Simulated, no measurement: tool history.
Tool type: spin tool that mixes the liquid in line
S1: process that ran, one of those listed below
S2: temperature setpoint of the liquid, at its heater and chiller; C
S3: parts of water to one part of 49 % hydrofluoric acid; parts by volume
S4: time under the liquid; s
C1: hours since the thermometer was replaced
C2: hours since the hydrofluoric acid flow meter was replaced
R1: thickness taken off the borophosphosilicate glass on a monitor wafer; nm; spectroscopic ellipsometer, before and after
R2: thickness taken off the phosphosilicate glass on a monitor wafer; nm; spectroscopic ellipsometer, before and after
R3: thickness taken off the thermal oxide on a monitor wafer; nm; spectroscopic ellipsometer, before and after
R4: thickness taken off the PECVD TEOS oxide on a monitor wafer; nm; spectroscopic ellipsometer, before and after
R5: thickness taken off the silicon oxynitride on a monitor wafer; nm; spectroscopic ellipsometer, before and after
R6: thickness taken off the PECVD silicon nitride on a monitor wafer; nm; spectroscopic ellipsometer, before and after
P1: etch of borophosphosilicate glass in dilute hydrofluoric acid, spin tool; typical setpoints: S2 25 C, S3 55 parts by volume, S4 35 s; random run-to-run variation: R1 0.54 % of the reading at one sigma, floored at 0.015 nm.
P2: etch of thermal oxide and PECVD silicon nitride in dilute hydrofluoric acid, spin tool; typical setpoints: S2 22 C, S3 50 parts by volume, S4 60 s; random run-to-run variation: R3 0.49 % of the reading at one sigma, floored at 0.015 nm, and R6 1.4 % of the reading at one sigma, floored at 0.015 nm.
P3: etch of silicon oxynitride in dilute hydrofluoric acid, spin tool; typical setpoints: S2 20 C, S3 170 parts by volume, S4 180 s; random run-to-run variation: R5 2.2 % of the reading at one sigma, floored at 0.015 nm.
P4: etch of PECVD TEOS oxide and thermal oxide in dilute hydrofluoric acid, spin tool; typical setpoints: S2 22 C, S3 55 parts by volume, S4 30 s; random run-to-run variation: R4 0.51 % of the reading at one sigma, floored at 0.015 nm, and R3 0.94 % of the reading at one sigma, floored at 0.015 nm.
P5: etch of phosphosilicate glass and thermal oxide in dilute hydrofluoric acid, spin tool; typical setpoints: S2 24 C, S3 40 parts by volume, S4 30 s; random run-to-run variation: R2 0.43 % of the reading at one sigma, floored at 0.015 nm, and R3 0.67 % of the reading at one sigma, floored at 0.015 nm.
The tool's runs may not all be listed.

run,hour,S1,S2,S3,S4,C1,C2,R1,R2,R3,R4,R5,R6
1,15.8,P1,25,55,35,1144.6,238.3,25.748,,,,,
2,30.8,P5,24,40,15,1159.6,253.3,,37.236,1.8636,,,
3,47.5,P5,24,20,30,1176.3,270,,153.9,7.5876,,,
4,65.9,P1,19.5,55,35,1194.7,288.4,20.55,,,,,
5,76.1,P5,30.5,40,30,1204.9,298.6,,96.945,4.7889,,,
6,88.9,P4,27,55,30,1217.7,311.4,,,3.0533,14.137,,
7,100.3,P3,27.5,170,180,1229.1,322.8,,,,,1.7754,
8,109.8,P1,25,55,65,1238.6,332.3,47.713,,,,,
9,125,P3,20,170,180,1253.8,347.5,,,,,1.2615,
10,137.5,P1,25,30,35,1266.3,360,48.96,,,,,
11,153.7,P1,25,55,35,1282.5,376.2,25.85,,,,,
12,166.5,P3,20,250,180,1295.3,389,,,,,0.77568,
13,178.4,P4,22,55,60,1307.2,400.9,,,5.0132,23.146,,
14,186.7,P4,22,95,30,1315.5,409.2,,,1.3537,6.414,,
15,196,P3,20,170,15,1324.8,418.5,,,,,0.075397,
16,204.2,P2,22,50,110,1333,426.7,,,10.532,,,3.2225
17,220.4,P1,25,55,35,1349.2,442.9,25.906,,,,,
18,234.2,P4,22,55,30,1363,456.7,,,2.504,11.498,,
19,251.4,P2,22,50,60,1380.2,473.9,,,5.7546,,,1.774
20,262.7,P5,24,40,30,1391.5,485.2,,74.534,3.7227,,,
21,272.7,P1,25,20,20,1401.5,495.2,42.391,,,,,
22,289.1,P1,25,55,35,1417.9,511.6,25.74,,,,,
23,307.6,P2,17,50,60,1436.4,530.1,,,4.6357,,,1.2527
24,325.2,P1,25,55,35,1454,547.7,25.459,,,,,
25,343.7,P1,30,55,35,1472.5,566.2,31.5,,,,,
26,354.5,P2,22,30,60,1483.3,577,,,9.7141,,,2.8777
27,364.9,P1,25,55,15,1493.7,587.4,10.993,,,,,
28,382.9,P1,25,100,35,1511.7,605.4,13.438,,,,,
29,393.3,P1,25,55,35,1522.1,615.8,25.65,,,,,
30,409.9,P1,25,55,35,1538.7,632.4,26.709,,,,,
31,423.5,P1,25,55,35,1552.3,646,27.316,,,,,
32,435.5,P1,25,55,35,1564.3,658,27.256,,,,,
33,446.8,P1,25,55,35,1575.6,669.3,27.693,,,,,
34,464.2,P1,25,55,35,1593,686.7,27.479,,,,,
35,477.6,P1,25,55,35,1606.4,700.1,27.911,,,,,
36,488.4,P1,25,55,35,1617.2,710.9,27.744,,,,,
37,497.4,P1,25,55,35,1626.2,719.9,27.675,,,,,

P1 no longer gives what it gave before; its output has crept away from where it was. The following 2 causes, each at its listed size, fit the log equally well:
A: liquid hotter than its thermometer reads (K) = 2.02
B: hydrofluoric acid flow above the setpoint (%) = 7.88
The onset of the drift is placed at about hour 393.3.

4 check runs are offered, each on 5 wafers whose results are averaged, their results left as question marks. Which one tells the causes apart?
check 1,506.4,P3,24.5,170,85,,,,,,,?,
check 2,506.4,P5,30,40,30,,,,?,?,,,
check 3,506.4,P4,26,55,30,,,,,?,?,,
check 4,506.4,P2,17,50,60,,,,,?,,,?

Check results expected under each cause:
check,result,if A,if B
check 1,R5,0.7895,0.78592
check 2,R2,103.31,103.41
check 2,R3,5.1186,5.1235
check 3,R3,3.1787,3.1808
check 3,R4,14.82,14.83
check 4,R3,5.0656,5.0289
check 4,R6,1.4416,1.3454
Smallest distance between any two causes, each pair judged by its most separating result, in per cent: check 1 0.45 %; check 2 0.09 %; check 3 0.07 %; check 4 6.91 %
Check 4 is the one run that separates the causes; every other check would come out nearly the same whichever cause is at work.

Check 4 was then run and gave: R3 5.0552 nm; R6 1.3275 nm. Which cause is it?

Of the candidate causes, it is B: hydrofluoric acid flow above the setpoint (%).
